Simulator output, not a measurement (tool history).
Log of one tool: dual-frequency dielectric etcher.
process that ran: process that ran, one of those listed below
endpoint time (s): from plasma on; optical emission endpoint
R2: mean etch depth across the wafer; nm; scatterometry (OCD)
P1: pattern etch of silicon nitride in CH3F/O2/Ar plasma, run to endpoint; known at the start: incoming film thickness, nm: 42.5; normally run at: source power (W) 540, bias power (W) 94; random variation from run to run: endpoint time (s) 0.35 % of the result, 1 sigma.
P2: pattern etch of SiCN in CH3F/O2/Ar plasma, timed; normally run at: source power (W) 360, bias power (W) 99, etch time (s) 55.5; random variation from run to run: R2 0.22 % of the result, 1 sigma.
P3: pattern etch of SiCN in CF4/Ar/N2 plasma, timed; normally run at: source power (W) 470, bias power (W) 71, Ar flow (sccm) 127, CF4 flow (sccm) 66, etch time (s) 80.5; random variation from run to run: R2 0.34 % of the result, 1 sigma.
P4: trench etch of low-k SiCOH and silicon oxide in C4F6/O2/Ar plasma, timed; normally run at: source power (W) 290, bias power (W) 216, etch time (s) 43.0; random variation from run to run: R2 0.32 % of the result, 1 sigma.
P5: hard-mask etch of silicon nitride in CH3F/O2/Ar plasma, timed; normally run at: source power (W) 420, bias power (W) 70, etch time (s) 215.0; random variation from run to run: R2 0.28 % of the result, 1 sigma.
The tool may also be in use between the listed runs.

Run 1, hour 13.2: process that ran P1, source power (W) 540, bias power (W) 94. Result: endpoint time (s) 49.896.
Run 2, hour 24.5: process that ran P3, source power (W) 470, bias power (W) 71, Ar flow (sccm) 127, CF4 flow (sccm) 66, etch time (s) 46.5. Result: R2 39.526 nm.
Run 3, hour 36.9: process that ran P3, source power (W) 470, bias power (W) 71, Ar flow (sccm) 127, CF4 flow (sccm) 66, etch time (s) 80.5. Result: R2 67.956 nm.
Run 4, hour 48.7: process that ran P1, source power (W) 740, bias power (W) 94. Result: endpoint time (s) 44.186.
Run 5, hour 64.7: process that ran P3, source power (W) 470, bias power (W) 42, Ar flow (sccm) 127, CF4 flow (sccm) 66, etch time (s) 80.5. Result: R2 56.902 nm.
Run 6, hour 77.2: process that ran P4, source power (W) 290, bias power (W) 216, etch time (s) 61.0. Result: R2 186.910 nm.
Run 7, hour 91.2: process that ran P2, source power (W) 360, bias power (W) 57, etch time (s) 55.5. Result: R2 18.457 nm.
Run 8, hour 105.4: process that ran P1, source power (W) 540, bias power (W) 94. Result: endpoint time (s) 50.125.
Run 9, hour 115.5: process that ran P3, source power (W) 470, bias power (W) 71, Ar flow (sccm) 127, CF4 flow (sccm) 66, etch time (s) 80.5. Result: R2 68.208 nm.
Run 10, hour 125.0: process that ran P5, source power (W) 420, bias power (W) 70, etch time (s) 215.0. Result: R2 148.750 nm.
Run 11, hour 138.7: process that ran P1, source power (W) 540, bias power (W) 94. Result: endpoint time (s) 49.837.
Run 12, hour 153.1: process that ran P1, source power (W) 350, bias power (W) 56. Result: endpoint time (s) 69.944.
Run 13, hour 165.2: process that ran P5, source power (W) 420, bias power (W) 70, etch time (s) 215.0. Result: R2 148.530 nm.
Run 14, hour 174.7: process that ran P4, source power (W) 290, bias power (W) 274, etch time (s) 43.0. Result: R2 142.510 nm.
Run 15, hour 192.3: process that ran P1, source power (W) 340, bias power (W) 94. Result: endpoint time (s) 59.405.
Run 16, hour 203.4: process that ran P1, source power (W) 540, bias power (W) 94. Result: endpoint time (s) 49.648.
Run 17, hour 219.1: process that ran P3, source power (W) 280, bias power (W) 71, Ar flow (sccm) 127, CF4 flow (sccm) 66, etch time (s) 80.5. Result: R2 43.473 nm.
Run 18, hour 231.7: process that ran P3, source power (W) 470, bias power (W) 71, Ar flow (sccm) 127, CF4 flow (sccm) 93, etch time (s) 80.5. Result: R2 72.028 nm.
Run 19, hour 243.1: process that ran P2, source power (W) 360, bias power (W) 99, etch time (s) 55.5. Result: R2 22.520 nm.
Run 20, hour 260.5: process that ran P1, source power (W) 730, bias power (W) 114. Result: endpoint time (s) 41.542.
Run 21, hour 270.4: process that ran P3, source power (W) 470, bias power (W) 71, Ar flow (sccm) 157, CF4 flow (sccm) 66, etch time (s) 80.5. Result: R2 65.526 nm.
At hour 271.5: wet clean of the chamber.
Run 22, hour 285.7: process that ran P2, source power (W) 490, bias power (W) 99, etch time (s) 55.5. Result: R2 25.181 nm.
Run 23, hour 296.0: process that ran P5, source power (W) 420, bias power (W) 97, etch time (s) 215.0. Result: R2 167.530 nm.
Run 24, hour 310.5: process that ran P1, source power (W) 540, bias power (W) 57. Result: endpoint time (s) 58.985.
Run 25, hour 323.9: process that ran P4, source power (W) 290, bias power (W) 216, etch time (s) 43.0. Result: R2 131.270 nm.
Run 26, hour 332.3: process that ran P5, source power (W) 420, bias power (W) 70, etch time (s) 319.5. Result: R2 220.860 nm.
Run 27, hour 343.7: process that ran P2, source power (W) 360, bias power (W) 99, etch time (s) 75.0. Result: R2 30.356 nm.
Run 28, hour 354.9: process that ran P5, source power (W) 580, bias power (W) 70, etch time (s) 215.0. Result: R2 168.490 nm.

Forecast run 29:
Run 29, hour 371.5: process that ran P1, source power (W) 540, bias power (W) 128. Result: endpoint time (s) ?.

endpoint time (s): 44.195

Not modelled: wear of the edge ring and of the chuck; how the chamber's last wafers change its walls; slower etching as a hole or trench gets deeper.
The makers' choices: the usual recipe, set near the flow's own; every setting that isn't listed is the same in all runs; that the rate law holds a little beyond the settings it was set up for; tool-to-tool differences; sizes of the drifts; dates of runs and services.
